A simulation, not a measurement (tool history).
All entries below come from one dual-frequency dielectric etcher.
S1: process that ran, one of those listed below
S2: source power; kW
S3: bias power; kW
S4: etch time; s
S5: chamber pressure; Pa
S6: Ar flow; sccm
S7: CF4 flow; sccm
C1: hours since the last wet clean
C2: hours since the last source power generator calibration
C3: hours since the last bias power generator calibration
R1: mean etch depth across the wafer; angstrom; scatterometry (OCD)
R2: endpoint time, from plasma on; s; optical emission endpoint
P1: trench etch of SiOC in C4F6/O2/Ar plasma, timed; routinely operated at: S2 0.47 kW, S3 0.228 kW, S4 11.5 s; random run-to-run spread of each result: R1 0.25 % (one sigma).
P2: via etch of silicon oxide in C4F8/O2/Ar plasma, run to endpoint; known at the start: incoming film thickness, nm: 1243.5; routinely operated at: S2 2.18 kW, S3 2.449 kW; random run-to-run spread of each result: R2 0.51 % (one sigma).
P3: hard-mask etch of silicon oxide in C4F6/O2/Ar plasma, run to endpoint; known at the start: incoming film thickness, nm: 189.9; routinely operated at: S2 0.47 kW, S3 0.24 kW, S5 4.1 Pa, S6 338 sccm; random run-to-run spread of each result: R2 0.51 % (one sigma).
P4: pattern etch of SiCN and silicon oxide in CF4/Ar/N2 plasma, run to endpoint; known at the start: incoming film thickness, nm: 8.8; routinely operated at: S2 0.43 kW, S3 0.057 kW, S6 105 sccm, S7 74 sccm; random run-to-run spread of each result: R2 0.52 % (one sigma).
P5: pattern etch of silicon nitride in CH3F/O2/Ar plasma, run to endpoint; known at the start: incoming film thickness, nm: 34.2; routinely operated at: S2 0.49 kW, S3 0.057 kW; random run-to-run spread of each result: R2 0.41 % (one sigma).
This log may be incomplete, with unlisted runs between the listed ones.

run,day,S1,S2,S3,S4,S5,S6,S7,C1,C2,C3,R1,R2
1,0.075,P1,0.47,0.228,11.5,,,,52,413.8,3071.3,272.31,
2,0.238,P2,2.71,2.449,,,,,55.9,417.7,3075.2,,209.62
3,0.342,P3,0.47,0.148,,4.1,338,,58.4,420.2,3077.7,,60.673
4,0.517,P3,0.47,0.24,,5.7,338,,62.6,424.4,3081.9,,54.844
5,0.65,P5,0.3,0.057,,,,,65.8,427.6,3085.1,,57.679
6,0.75,P1,0.47,0.228,11.5,,,,68.2,430,3087.5,272.14,
7,0.854,P1,0.38,0.228,7.5,,,,70.7,432.5,3090,164.1,
8,0.954,P2,2.18,1.594,,,,,73.1,434.9,3092.4,,257.15
9,1.096,P3,0.47,0.24,,4.1,338,,76.5,438.3,3095.8,,52.603
10,1.183,P1,0.59,0.228,11.5,,,,78.6,440.4,3097.9,297.41,
11,1.304,P4,0.43,0.057,,,63,74,81.5,443.3,3100.8,,10.057
12,1.408,P3,0.47,0.24,,4.1,338,,84,445.8,3103.3,,52.802
13,1.567,P2,2.18,2.449,,,,,87.8,449.6,3107.1,,227.92
14,1.733,P3,0.57,0.24,,4.1,338,,91.8,453.6,3111.1,,48.789
15,1.812,P1,0.47,0.167,11.5,,,,93.7,455.5,3113,246.59,
16,1.946,P1,0.47,0.228,14,,,,96.9,458.7,3116.2,331.68,
17,2.096,P2,2.18,2.449,,,,,100.5,462.3,3119.8,,225.15
18,2.196,P1,0.47,0.228,11.5,,,,102.9,464.7,3122.2,271.75,
19,2.3,P4,0.57,0.057,,,105,74,105.4,467.2,3124.7,,8.5139
20,2.438,P4,0.43,0.057,,,105,74,108.7,470.5,3128,,10.84
21,2.608,P4,0.43,0.042,,,105,74,112.8,474.6,3132.1,,11.939
22,2.754,P1,0.47,0.228,11.5,,,,116.3,478.1,3135.6,272.55,
23,2.833,P1,0.47,0.228,6.5,,,,118.2,480,3137.5,153.86,
24,2.929,P1,0.47,0.313,11.5,,,,120.5,482.3,3139.8,303.58,
25,3.012,P5,0.49,0.08,,,,,122.5,484.3,3141.8,,42.756
26,3.154,P5,0.49,0.057,,,,,125.9,487.7,3145.2,,47.604
27,3.267,P3,0.47,0.24,,4.1,430,,128.6,490.4,3147.9,,54.612
28,3.354,P4,0.43,0.057,,,105,104,130.7,492.5,3150,,10.443
29,3.442,P1,0.35,0.228,11.5,,,,132.8,494.6,3152.1,244.2,
30,3.562,P1,0.47,0.228,11.5,,,,135.7,497.5,3155,273.68,
31,3.696,P1,0.47,0.228,11.5,,,,138.9,500.7,3158.2,271.69,
32,3.858,P1,0.47,0.228,11.5,,,,142.8,504.6,3162.1,269.56,
33,4.021,P1,0.47,0.228,11.5,,,,146.7,508.5,3166,268.96,
# day 4.167: wet clean of the chamber
34,4.192,P1,0.47,0.228,11.5,,,,0.6,512.6,3170.1,267.77,
35,4.362,P1,0.47,0.228,11.5,,,,4.7,516.7,3174.2,268.84,
36,4.538,P1,0.47,0.228,11.5,,,,8.9,520.9,3178.4,269.92,

The log shows P1 creeping away from where it was. Any of the 2 causes listed here, at the size stated for it, fits the log just as well as the others:
A: bias power that arrives under what is set, % = 4.22
B: source power that arrives under what is set, % = 3.6
The gradual shift began around day 3.562.
What rules out each remaining cause:
chamber walls in a state that lowers the etch rate, %: maintenance at day 4.167, after the shift began, did not return the process to its former output

The 4 check runs listed below each average the results of 5 wafers, and their outcomes are marked with question marks. Under which run would the listed causes produce clearly different results?
check 1,4.712,P4,0.43,0.046,,,85,74,,,,,?
check 2,4.712,P3,0.47,0.165,,4.1,426,,,,,,?
check 3,4.712,P2,2.69,1.74,,,,,,,,,?
check 4,4.712,P5,0.34,0.057,,,,,,,,,?

Check results expected under each cause:
check,result,if A,if B
check 1,R2,11.409,11.643
check 2,R2,61.564,61.643
check 3,R2,233.77,234.53
check 4,R2,55.809,55.808
Separation of the two closest causes in each check, using whichever result separates them best: check 1 2.03 %; check 2 0.13 %; check 3 0.33 %; check 4 0 %
Only check 1 tells the causes apart: in the others they would give nearly the same result.

Check 1 was carried out, with these results: R2 11.628 s. Which of the listed causes is responsible?

It is B: source power that arrives under what is set, %.
